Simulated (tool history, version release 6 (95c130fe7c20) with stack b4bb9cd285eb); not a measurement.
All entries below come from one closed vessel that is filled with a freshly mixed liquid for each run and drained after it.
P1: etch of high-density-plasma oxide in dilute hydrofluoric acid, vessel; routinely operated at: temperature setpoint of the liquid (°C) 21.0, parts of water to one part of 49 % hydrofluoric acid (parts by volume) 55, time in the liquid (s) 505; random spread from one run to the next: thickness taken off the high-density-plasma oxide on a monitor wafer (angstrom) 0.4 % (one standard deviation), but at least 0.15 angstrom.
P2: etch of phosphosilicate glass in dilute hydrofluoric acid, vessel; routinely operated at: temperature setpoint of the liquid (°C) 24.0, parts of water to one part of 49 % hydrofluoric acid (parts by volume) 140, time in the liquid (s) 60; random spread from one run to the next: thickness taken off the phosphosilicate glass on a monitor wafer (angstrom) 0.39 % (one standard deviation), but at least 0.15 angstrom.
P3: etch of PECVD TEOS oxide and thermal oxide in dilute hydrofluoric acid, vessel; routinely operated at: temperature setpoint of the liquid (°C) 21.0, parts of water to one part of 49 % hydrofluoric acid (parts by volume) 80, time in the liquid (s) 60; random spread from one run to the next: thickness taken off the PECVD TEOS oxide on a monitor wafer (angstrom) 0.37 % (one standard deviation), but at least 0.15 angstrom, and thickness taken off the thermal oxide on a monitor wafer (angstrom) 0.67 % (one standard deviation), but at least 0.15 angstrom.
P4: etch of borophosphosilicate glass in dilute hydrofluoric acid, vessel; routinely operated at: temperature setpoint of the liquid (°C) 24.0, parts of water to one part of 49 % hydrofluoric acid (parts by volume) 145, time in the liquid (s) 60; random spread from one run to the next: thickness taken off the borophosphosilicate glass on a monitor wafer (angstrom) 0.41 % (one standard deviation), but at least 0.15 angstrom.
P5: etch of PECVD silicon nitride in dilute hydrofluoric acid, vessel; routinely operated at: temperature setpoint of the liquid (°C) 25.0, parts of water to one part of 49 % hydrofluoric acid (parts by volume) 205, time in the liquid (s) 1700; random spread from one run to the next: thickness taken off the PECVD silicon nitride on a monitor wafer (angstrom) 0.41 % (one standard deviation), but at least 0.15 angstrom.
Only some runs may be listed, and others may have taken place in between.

run,day,process that ran,temperature setpoint of the liquid (°C),parts of water to one part of 49 % hydrofluoric acid (parts by volume),time in the liquid (s),thickness taken off the high-density-plasma oxide on a monitor wafer (angstrom),thickness taken off the phosphosilicate glass on a monitor wafer (angstrom),thickness taken off the PECVD TEOS oxide on a monitor wafer (angstrom),thickness taken off the thermal oxide on a monitor wafer (angstrom),thickness taken off the PECVD silicon nitride on a monitor wafer (angstrom),thickness taken off the borophosphosilicate glass on a monitor wafer (angstrom)
1,0.288,P1,21.0,55,505,499.90,,,,,
2,0.558,P1,21.0,105,505,248.02,,,,,
3,0.833,P2,24.0,140,30,,322.74,,,,
4,1.204,P1,17.0,80,505,282.79,,,,,
5,1.508,P3,21.0,80,60,,,67.610,31.536,,
6,1.725,P1,21.0,55,505,500.93,,,,,
7,2.004,P1,27.0,55,505,638.02,,,,,
8,2.229,P1,21.0,85,985,611.82,,,,,
9,2.542,P3,21.0,80,30,,,33.756,15.939,,
10,2.925,P5,25.0,205,1700,,,,,499.730,
11,3.129,P4,24.0,145,60,,,,,,189.28
12,3.317,P1,21.0,55,505,504.38,,,,,
13,3.533,P3,21.0,130,60,,,39.113,17.812,,
14,3.717,P1,21.0,55,205,202.68,,,,,
15,4.004,P5,25.0,205,175,,,,,51.688,
16,4.358,P4,24.0,145,60,,,,,,188.68
17,4.542,P4,24.0,75,60,,,,,,398.48
18,4.800,P1,21.0,55,505,498.58,,,,,
# day 5.067: hydrofluoric acid flow meter replaced
19,5.108,P1,17.0,55,505,421.44,,,,,
20,5.338,P1,21.0,55,860,855.60,,,,,
21,5.638,P4,24.0,145,110,,,,,,348.16
22,5.962,P1,21.0,20,505,1442.00,,,,,
23,6.288,P1,21.0,55,505,498.65,,,,,
24,6.467,P1,21.0,75,995,707.76,,,,,
25,6.779,P3,17.0,80,60,,,56.622,26.423,,
26,7.162,P4,18.5,145,60,,,,,,152.16
27,7.467,P5,32.0,205,1700,,,,,762.880,
28,7.825,P2,24.0,140,60,,646.54,,,,
29,8.183,P5,25.0,365,1700,,,,,280.970,
30,8.417,P2,17.0,140,60,,487.89,,,,
31,8.758,P2,24.0,35,60,,2960.50,,,,
32,9.038,P1,21.0,55,505,497.46,,,,,
33,9.308,P1,21.0,55,505,484.36,,,,,
34,9.575,P1,21.0,55,505,479.00,,,,,
35,9.950,P1,21.0,55,505,465.38,,,,,
36,10.296,P1,21.0,55,505,466.83,,,,,
37,10.567,P1,21.0,55,505,460.94,,,,,

Run 38, settings as shown, results not yet in. Your forecast:
38,10.933,P1,21.0,55,505,?,,,,,

thickness taken off the high-density-plasma oxide on a monitor wafer (angstrom): 458.19

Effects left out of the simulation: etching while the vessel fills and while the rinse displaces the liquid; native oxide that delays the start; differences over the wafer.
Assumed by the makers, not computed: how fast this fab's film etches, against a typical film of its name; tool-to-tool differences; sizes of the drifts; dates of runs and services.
